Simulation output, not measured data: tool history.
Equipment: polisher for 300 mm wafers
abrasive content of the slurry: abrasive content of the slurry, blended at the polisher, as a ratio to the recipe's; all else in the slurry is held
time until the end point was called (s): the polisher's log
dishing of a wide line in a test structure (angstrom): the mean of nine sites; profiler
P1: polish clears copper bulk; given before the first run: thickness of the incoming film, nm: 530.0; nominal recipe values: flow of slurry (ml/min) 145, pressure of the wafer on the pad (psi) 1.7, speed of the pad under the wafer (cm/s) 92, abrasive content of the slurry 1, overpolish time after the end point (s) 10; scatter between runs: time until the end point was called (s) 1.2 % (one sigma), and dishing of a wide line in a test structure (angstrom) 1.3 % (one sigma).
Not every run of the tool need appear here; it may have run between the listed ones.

| run | hour | flow of slurry (ml/min) | pressure of the wafer on the pad (psi) | speed of the pad under the wafer (cm/s) | abrasive content of the slurry | overpolish time after the end point (s) | wafers polished on this pad | hours since the slurry nozzle was cleaned | hours since the head pressure was calibrated | hours since the slurry blender was calibrated | time until the end point was called (s) | dishing of a wide line in a test structure (angstrom) |
|---|---|---|---|---|---|---|---|---|---|---|---|---|
| 1 | 4 | 145 | 1.7 | 92 | 1 | 10 | 226 | 222.5 | 665.3 | 73 | 109.7 | 308.31 |
| 2 | 10.8 | 145 | 1.7 | 92 | 1 | 10 | 269 | 229.3 | 672.1 | 79.8 | 112.45 | 316.29 |
| 3 | 17.8 | 145 | 1.7 | 92 | 1 | 3 | 314 | 236.3 | 679.1 | 86.8 | 111.97 | 106.66 |
| 4 | 21.5 | 145 | 1.7 | 92 | 1 | 10 | 337 | 240 | 682.8 | 90.5 | 113.14 | 306.58 |
| 5 | 25.4 | 145 | 2.7 | 92 | 1 | 10 | 362 | 243.9 | 686.7 | 94.4 | 70.166 | 471.78 |
| 6 | 32 | 145 | 1.7 | 92 | 1 | 16 | 404 | 250.5 | 693.3 | 101 | 112.09 | 445.63 |
| 7 | 36.4 | 145 | 1.7 | 92 | 0.65 | 10 | 432 | 254.9 | 697.7 | 105.4 | 123.98 | 291.48 |
| 8 | 42 | 210 | 1.7 | 92 | 1 | 10 | 468 | 260.5 | 703.3 | 111 | 106.44 | 324.3 |
| 9 | 49.9 | 145 | 1.7 | 92 | 1 | 10 | 518 | 268.4 | 711.2 | 118.9 | 111.81 | 318.41 |
| 10 | 55.7 | 95 | 0.9 | 92 | 1 | 10 | 555 | 274.2 | 717 | 124.7 | 229.5 | 161.32 |
| 11 | 63.6 | 145 | 1.7 | 92 | 1.45 | 10 | 606 | 282.1 | 724.9 | 132.6 | 101.36 | 335.41 |
| 12 | 67.7 | 145 | 1.7 | 92 | 1 | 10 | 632 | 286.2 | 729 | 136.7 | 110.06 | 317.69 |
| 13 | 71.4 | 145 | 1.7 | 92 | 1 | 10 | 656 | 289.9 | 732.7 | 140.4 | 111.36 | 311.86 |
| 14 | 77.4 | 145 | 1.1 | 92 | 1 | 10 | 694 | 295.9 | 738.7 | 146.4 | 173.3 | 214.2 |
| 15 | 85.3 | 145 | 1.7 | 54 | 1 | 10 | 744 | 303.8 | 746.6 | 154.3 | 191.99 | 201.32 |
| 16 | 90.2 | 85 | 1.7 | 92 | 1 | 10 | 776 | 308.7 | 751.5 | 159.2 | 128.74 | 281.36 |
| 17 | 98.1 | 145 | 1.7 | 128 | 1 | 10 | 826 | 316.6 | 759.4 | 167.1 | 80.44 | 397.44 |
| 18 | 106.5 | 145 | 1.7 | 92 | 1 | 10 | 880 | 325 | 767.8 | 175.5 | 111.89 | 313.18 |
| 19 | 114 | 145 | 1.7 | 92 | 1 | 10 | 927 | 332.5 | 775.3 | 183 | 116.34 | 304.68 |
| 20 | 120.9 | 145 | 1.7 | 92 | 1 | 10 | 971 | 339.4 | 782.2 | 189.9 | 118.86 | 303.18 |
| 21 | 126.8 | 145 | 1.7 | 92 | 1 | 10 | 1009 | 345.3 | 788.1 | 195.8 | 119.22 | 295.41 |

Run 22 has not been measured yet. What should we expect?
| 22 | 130.9 | 145 | 1.7 | 92 | 1 | 10 | 1035 | 349.4 | 792.2 | 199.9 | ? | ? |

{"run 22": {"time until the end point was called (s)": 118.93, "dishing of a wide line in a test structure (angstrom)": 291.31}}
